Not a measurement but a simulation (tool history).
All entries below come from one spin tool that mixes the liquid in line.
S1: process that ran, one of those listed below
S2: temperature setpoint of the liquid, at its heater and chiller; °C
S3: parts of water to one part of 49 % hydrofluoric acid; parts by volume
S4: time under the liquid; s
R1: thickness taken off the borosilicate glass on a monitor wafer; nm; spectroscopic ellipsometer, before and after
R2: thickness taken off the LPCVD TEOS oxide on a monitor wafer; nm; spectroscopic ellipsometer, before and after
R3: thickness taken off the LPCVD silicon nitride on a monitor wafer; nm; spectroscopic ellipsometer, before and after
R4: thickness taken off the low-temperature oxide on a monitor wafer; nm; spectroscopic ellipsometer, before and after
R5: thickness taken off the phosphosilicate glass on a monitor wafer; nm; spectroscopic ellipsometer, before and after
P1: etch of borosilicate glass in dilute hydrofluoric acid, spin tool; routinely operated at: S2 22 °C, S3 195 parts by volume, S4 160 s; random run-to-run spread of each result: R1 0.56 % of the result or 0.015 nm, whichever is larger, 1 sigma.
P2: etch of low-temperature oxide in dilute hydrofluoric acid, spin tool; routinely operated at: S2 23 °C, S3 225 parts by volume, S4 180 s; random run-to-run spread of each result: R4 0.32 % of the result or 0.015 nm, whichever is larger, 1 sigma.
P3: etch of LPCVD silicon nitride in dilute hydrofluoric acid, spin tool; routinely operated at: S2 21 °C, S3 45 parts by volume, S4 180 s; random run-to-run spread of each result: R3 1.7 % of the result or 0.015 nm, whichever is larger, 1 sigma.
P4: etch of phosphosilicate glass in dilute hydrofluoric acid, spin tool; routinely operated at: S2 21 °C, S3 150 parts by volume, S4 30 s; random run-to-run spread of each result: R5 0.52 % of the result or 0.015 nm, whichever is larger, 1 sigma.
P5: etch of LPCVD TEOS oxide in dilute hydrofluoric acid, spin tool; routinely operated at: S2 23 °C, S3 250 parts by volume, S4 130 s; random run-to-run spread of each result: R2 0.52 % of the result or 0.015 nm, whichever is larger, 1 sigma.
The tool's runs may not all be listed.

| run | hour | S1 | S2 | S3 | S4 | R1 | R2 | R3 | R4 | R5 |
|---|---|---|---|---|---|---|---|---|---|---|
| 1 | 7.2 | P1 | 22 | 195 | 160 | 25.206 |  |  |  |  |
| 2 | 11.9 | P1 | 22 | 75 | 295 | 139.450 |  |  |  |  |
| 3 | 17.6 | P5 | 23 | 250 | 70 |  | 6.0306 |  |  |  |
| 4 | 21.3 | P3 | 21 | 75 | 180 |  |  | 0.98227 |  |  |
| 5 | 25.6 | P1 | 29 | 195 | 160 | 33.304 |  |  |  |  |
| 6 | 31.1 | P2 | 23 | 225 | 180 |  |  |  | 23.8360 |  |
| 7 | 36.0 | P4 | 21 | 150 | 60 |  |  |  |  | 21.4910 |
| 8 | 41.6 | P4 | 21 | 70 | 30 |  |  |  |  | 25.1900 |
| 9 | 45.1 | P1 | 22 | 195 | 295 | 47.103 |  |  |  |  |
| 10 | 51.6 | P1 | 22 | 350 | 160 | 12.384 |  |  |  |  |
| 11 | 58.1 | P1 | 22 | 105 | 160 | 52.663 |  |  |  |  |
| 12 | 62.9 | P5 | 27 | 250 | 130 |  | 13.0190 |  |  |  |
| 13 | 66.9 | P1 | 22 | 195 | 160 | 25.617 |  |  |  |  |
| 14 | 70.1 | P3 | 21 | 45 | 180 |  |  | 1.66330 |  |  |
| 15 | 75.0 | P5 | 23 | 345 | 130 |  | 7.4521 |  |  |  |
| 16 | 82.1 | P5 | 23 | 250 | 130 |  | 11.1460 |  |  |  |
| 17 | 86.8 | P4 | 17 | 150 | 30 |  |  |  |  | 9.1446 |
| 18 | 93.9 | P1 | 22 | 195 | 160 | 25.347 |  |  |  |  |
| 19 | 100.4 | P2 | 23 | 225 | 30 |  |  |  | 4.0109 |  |

Run 20 is up next; what results do you expect?
| 20 | 104.8 | P2 | 23 | 310 | 180 |  |  |  | ? |  |

Run 20 gave R4 16.1000 nm.
